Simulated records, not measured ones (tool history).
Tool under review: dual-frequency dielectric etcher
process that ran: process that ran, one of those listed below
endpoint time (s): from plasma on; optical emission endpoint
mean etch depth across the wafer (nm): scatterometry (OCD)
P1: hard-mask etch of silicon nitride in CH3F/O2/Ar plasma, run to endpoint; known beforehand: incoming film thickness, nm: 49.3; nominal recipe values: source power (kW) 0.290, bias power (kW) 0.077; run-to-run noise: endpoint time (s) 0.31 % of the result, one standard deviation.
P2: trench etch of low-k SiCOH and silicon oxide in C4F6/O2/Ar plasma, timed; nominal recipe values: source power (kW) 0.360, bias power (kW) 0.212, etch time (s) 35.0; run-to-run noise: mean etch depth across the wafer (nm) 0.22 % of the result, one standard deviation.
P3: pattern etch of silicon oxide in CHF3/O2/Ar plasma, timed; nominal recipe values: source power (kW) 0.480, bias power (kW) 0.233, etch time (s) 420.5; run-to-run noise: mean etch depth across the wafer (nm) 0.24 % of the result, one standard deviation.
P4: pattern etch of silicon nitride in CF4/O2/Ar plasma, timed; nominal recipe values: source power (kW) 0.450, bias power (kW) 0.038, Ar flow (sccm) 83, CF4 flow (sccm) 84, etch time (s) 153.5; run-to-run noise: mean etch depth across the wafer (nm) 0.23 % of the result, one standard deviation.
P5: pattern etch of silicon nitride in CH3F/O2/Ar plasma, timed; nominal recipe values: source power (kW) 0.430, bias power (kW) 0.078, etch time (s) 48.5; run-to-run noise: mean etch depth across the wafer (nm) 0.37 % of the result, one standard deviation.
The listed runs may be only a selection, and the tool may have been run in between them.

run	hour	process that ran	source power (kW)	bias power (kW)	etch time (s)	Ar flow (sccm)	CF4 flow (sccm)	endpoint time (s)	mean etch depth across the wafer (nm)
1	5.4	P1	0.290	0.077				78.386	
2	13.0	P5	0.430	0.078	29.0				22.451
3	19.4	P2	0.360	0.212	35.0				112.100
4	23.3	P4	0.450	0.038	153.5	83	117		252.000
5	28.1	P1	0.350	0.097				67.268	
6	32.6	P2	0.360	0.212	35.0				111.700
7	36.7	P1	0.290	0.077				78.367	
8	43.5	P5	0.430	0.078	48.5				37.303
9	47.4	P1	0.290	0.077				77.915	
10	51.9	P3	0.480	0.233	304.0				615.970
11	56.9	P1	0.230	0.059				93.669	
12	61.4	P5	0.330	0.078	48.5				33.928
# hour 64.0: source power generator calibrated
13	66.5	P1	0.290	0.061				84.800	
14	73.8	P3	0.480	0.187	420.5				793.100
# hour 79.2: wet clean of the chamber
15	82.0	P4	0.450	0.053	153.5	83	84		273.410
16	88.6	P3	0.480	0.233	420.5				851.690
17	96.1	P3	0.630	0.233	420.5				949.200
18	100.4	P1	0.290	0.094				72.680	
19	106.4	P2	0.360	0.212	45.0				144.000
20	113.7	P3	0.480	0.233	420.5				851.080
21	121.3	P4	0.340	0.038	153.5	83	84		189.550
22	126.9	P1	0.360	0.077				72.257	
23	132.5	P1	0.290	0.077				78.258	
24	137.3	P2	0.360	0.299	35.0				125.880
25	142.4	P4	0.450	0.038	153.5	83	84		241.740
26	150.1	P4	0.450	0.038	113.0	83	84		177.740
27	155.3	P2	0.450	0.212	35.0				121.690
28	160.1	P5	0.430	0.055	48.5				33.318
29	168.2	P1	0.360	0.099				65.888	
30	175.0	P1	0.180	0.077				93.737	
31	182.2	P4	0.450	0.038	153.5	67	84		248.600
32	189.0	P1	0.290	0.077				78.529	
33	194.7	P1	0.290	0.077				78.877	
34	200.8	P1	0.290	0.077				79.243	
35	207.3	P1	0.290	0.077				79.100	
36	215.5	P1	0.290	0.077				79.239	
37	222.7	P1	0.290	0.077				79.913	
38	226.3	P1	0.290	0.077				78.871	
39	231.1	P1	0.290	0.077				79.670	
# hour 233.0: wet clean of the chamber
40	239.1	P1	0.290	0.077				79.971	
41	246.4	P1	0.290	0.077				79.363	
42	251.3	P1	0.290	0.077				79.248	

The log shows P1 creeping away from where it was. Any of the 2 causes listed here, at the size stated for it, fits the log just as well as the others:
A: bias power that arrives under what is set, % = 4.27
B: source power that arrives under what is set, % = 4.04
The process output started creeping at around hour 189.0.
Why every other cause is out:
chamber walls in a state that lowers the etch rate, %: serviced at hour 233.0, after the drift had started, without restoring the earlier output

The check runs listed below each take one wafer, and their results are still question marks. Under which run would the listed causes lead to clearly different results?
check 1	256.2	P5	0.430	0.078	48.5				?
check 2	256.2	P2	0.360	0.212	35.0				?
check 3	256.2	P4	0.450	0.038	153.5	83	84		?
check 4	256.2	P3	0.480	0.233	420.5				?

Check results expected under each cause:
check	result	if A	if B
check 1	mean etch depth across the wafer (nm)	36.791	36.772
check 2	mean etch depth across the wafer (nm)	110.400	110.230
check 3	mean etch depth across the wafer (nm)	238.400	233.500
check 4	mean etch depth across the wafer (nm)	839.350	839.420
How far apart the two closest causes lie, in the result that separates them most: check 1 0.05 %; check 2 0.16 %; check 3 2.08 %; check 4 0.01 %
The other checks would show nearly matching results whichever cause is true, so check 3 is the only one that separates the causes.

Check 3 has now been run. It gave: mean etch depth across the wafer (nm) 234.270. Which of the candidate causes is it?

B is the cause: source power that arrives under what is set, %.

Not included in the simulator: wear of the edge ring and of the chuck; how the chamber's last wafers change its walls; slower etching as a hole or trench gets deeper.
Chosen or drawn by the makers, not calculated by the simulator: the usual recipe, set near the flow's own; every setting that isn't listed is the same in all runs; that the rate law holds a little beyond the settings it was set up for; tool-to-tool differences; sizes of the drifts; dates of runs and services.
